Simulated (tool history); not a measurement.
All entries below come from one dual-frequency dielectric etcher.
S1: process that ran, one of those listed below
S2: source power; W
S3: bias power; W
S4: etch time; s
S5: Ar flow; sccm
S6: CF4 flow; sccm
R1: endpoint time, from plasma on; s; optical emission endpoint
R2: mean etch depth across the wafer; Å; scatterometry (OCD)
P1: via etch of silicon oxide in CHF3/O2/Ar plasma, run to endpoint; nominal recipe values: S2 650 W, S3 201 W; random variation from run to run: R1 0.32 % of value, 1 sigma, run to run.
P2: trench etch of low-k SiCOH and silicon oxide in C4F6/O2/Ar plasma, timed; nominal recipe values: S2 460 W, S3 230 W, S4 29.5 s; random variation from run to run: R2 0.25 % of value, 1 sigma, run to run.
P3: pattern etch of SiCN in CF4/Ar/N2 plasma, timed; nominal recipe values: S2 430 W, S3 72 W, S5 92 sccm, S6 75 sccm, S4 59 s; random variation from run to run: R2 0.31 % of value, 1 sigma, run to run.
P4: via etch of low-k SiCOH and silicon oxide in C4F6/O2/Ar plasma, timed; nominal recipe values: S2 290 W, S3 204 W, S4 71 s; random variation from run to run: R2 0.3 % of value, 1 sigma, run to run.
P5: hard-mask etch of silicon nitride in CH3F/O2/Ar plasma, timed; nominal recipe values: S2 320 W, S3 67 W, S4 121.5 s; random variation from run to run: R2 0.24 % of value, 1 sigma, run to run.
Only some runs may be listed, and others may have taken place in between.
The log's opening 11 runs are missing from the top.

run   hour  S1   S2   S3     S4  S5  S6      R1      R2
 12   43.3  P5  320   40  121.5                  654.02
 13   47.6  P2  460  230   29.5                  1007.7
 14     50  P5  320   67  121.5                  775.19
 15   52.3  P3  430   72     59  92  59          476.34
 16     55  P1  650  201                 203.85
 17   59.6  P4  290  204     39                  942.06
 18   62.7  P3  430   51     59  92  75          440.07
 19   65.6  P5  190   67  121.5                  634.34
 20   69.5  P1  420  244                 225.43
 21   73.1  P1  650  201                 204.35
 22   77.2  P4  290  204     71                  1715.4
 23   81.1  P1  650  201                 204.19
 24   85.5  P2  460  230   29.5                  1005.3
 25   87.9  P1  650  201                 204.98
 26     92  P5  320   67     75                  475.74
 27   96.3  P1  480  201                 230.67
 28     99  P3  430   72   32.5  92  75          272.42
 29  101.6  P2  270  230   29.5                  819.95
 30  104.5  P2  460  155   29.5                  886.08
 31  108.5  P4  290  134     71                  1502.2
 32  112.2  P1  650  246                 191.34
 33  115.4  P5  320   67  121.5                  775.51

For run 34, what comes out?
 34  118.1  P1  650  201               ?

R1: 204.89 s

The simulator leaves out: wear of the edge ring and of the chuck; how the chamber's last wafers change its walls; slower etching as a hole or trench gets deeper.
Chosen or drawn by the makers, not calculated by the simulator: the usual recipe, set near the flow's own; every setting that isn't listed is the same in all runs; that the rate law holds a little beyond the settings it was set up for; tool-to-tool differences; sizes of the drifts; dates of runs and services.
